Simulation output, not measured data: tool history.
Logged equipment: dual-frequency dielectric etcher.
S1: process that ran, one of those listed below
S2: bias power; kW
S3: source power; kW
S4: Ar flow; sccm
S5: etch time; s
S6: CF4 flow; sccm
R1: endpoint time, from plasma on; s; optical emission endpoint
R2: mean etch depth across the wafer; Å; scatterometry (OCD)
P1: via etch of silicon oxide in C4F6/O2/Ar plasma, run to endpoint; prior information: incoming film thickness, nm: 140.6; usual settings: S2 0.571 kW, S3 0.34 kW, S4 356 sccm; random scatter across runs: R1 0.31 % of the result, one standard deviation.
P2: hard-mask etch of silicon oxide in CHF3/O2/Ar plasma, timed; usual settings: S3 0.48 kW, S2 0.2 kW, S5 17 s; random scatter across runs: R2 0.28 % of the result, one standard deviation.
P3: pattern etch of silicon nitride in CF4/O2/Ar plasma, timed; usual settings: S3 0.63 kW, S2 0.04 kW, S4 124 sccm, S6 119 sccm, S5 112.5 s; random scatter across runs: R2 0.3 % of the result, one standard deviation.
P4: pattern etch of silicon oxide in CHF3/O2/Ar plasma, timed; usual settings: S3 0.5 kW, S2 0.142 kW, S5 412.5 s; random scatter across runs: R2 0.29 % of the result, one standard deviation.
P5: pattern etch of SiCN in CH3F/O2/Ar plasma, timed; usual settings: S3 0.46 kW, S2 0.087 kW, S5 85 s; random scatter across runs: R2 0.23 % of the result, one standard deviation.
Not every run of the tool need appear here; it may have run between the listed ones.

run    day  S1     S2    S3   S4     S5   S6      R1      R2
  1  0.142  P1  0.571  0.34  356              31.822
  2  0.258  P4  0.142   0.5       412.5               7018.1
  3  0.492  P1  0.417  0.34  356              35.748
  4  0.612  P5  0.118  0.46          85               399.65
  5  0.762  P3   0.04  0.41  124  112.5  119          1641.9
  6  0.888  P2    0.2  0.48          17               319.16
     0.996  -- bias power generator calibrated
  7  1.067  P1  0.571  0.34  356              31.826
  8  1.288  P1  0.571  0.34  356                31.8
  9  1.429  P4  0.173   0.5       412.5               7495.2
 10  1.592  P1  0.571  0.24  292              35.351
 11  1.771  P2    0.2   0.3          17               267.43
 12  2.004  P3  0.026  0.63  124  112.5  119          2067.8
 13  2.133  P1  0.571  0.43  356              29.027
 14  2.283  P2  0.137  0.48          17               280.75
 15  2.483  P1  0.571  0.22  356              37.248
 16  2.733  P1  0.571  0.34  356              31.733
 17  2.862  P1  0.571  0.34  356              31.717
 18  3.004  P1   0.74  0.34  445              29.351
     3.108  -- wet clean of the chamber
 19  3.246  P5  0.087  0.46       106.5               446.31
 20    3.4  P5  0.087  0.46          85               357.14
 21  3.579  P5  0.087  0.61          85               395.23
 22  3.829  P4  0.142   0.5       412.5               7001.3
 23   3.95  P1  0.571  0.34  284               30.96
 24  4.188  P3   0.04  0.63  124  112.5   78          2238.1
 25  4.304  P1  0.709  0.34  356              29.205
 26  4.542  P1  0.571  0.34  356              31.835
 27  4.717  P1  0.571  0.34  478              32.854
 28  4.925  P4  0.142   0.7       412.5               7960.8
 29  5.138  P4  0.142   0.5         276                 4709
 30  5.342  P2    0.2  0.48        10.5                  198
 31  5.492  P3   0.04  0.63  124  112.5  119          2388.3
 32  5.717  P3   0.04  0.63  124  147.5  119          3116.6
 33  5.842  P3   0.04  0.63   90  112.5  119          2483.3
 34  6.079  P1  0.571  0.34  356              31.761
 35  6.204  P1  0.571  0.34  356              31.869
 36   6.45  P1  0.571  0.34  356              31.872
 37  6.621  P1  0.571  0.34  356              32.137
     6.779  -- Ar flow controller replaced
 38  6.829  P1  0.571  0.34  356              32.111
 39  6.988  P1  0.571  0.34  356              32.387
     7.142  -- wet clean of the chamber
 40  7.175  P1  0.571  0.34  356              32.119
 41  7.321  P1  0.571  0.34  356               32.31
 42  7.521  P1  0.571  0.34  356              32.238

Something has made what P1 gives creep away from where it was; the 2 causes below, each at its own stated size, fit the log equally well:
A: source power that arrives under what is set, % = 4.1
B: bias power that arrives under what is set, % = 3.92
The creep began at about day 6.079.
Why every other cause is out:
chamber walls in a state that lowers the etch rate, %: serviced at day 7.142, which brought nothing back
Ar flow that arrives over what is set, %: serviced at day 6.779, which brought nothing back

Below are 4 check runs, each on a single wafer, with their results shown as question marks. Which of them would tell the listed causes apart, meaning the causes would give clearly different results under it?
check 1  7.721  P3   0.04  0.63  124  112.5  81       ?
check 2  7.721  P4  0.142  0.65       412.5           ?
check 3  7.721  P2    0.2  0.34          17           ?
check 4  7.721  P5  0.111  0.46          85           ?

What every check run would give for each of its results, assuming each possible cause in turn:
  check  result    if A    if B
check 1      R2    2175  2222.6
check 2      R2  7639.5  7667.3
check 3      R2  275.79  276.22
check 4      R2  384.24  384.32
Distance between the nearest two causes, measured in the result of the check that separates them most: check 1 2.17 %; check 2 0.36 %; check 3 0.16 %; check 4 0.02 %
Check 1 tells the causes apart: in the others they would give nearly the same result.

Check 1 was carried out, with these results: R2 2231 Å. Which of the listed causes is responsible?

It is B: bias power that arrives under what is set, %.

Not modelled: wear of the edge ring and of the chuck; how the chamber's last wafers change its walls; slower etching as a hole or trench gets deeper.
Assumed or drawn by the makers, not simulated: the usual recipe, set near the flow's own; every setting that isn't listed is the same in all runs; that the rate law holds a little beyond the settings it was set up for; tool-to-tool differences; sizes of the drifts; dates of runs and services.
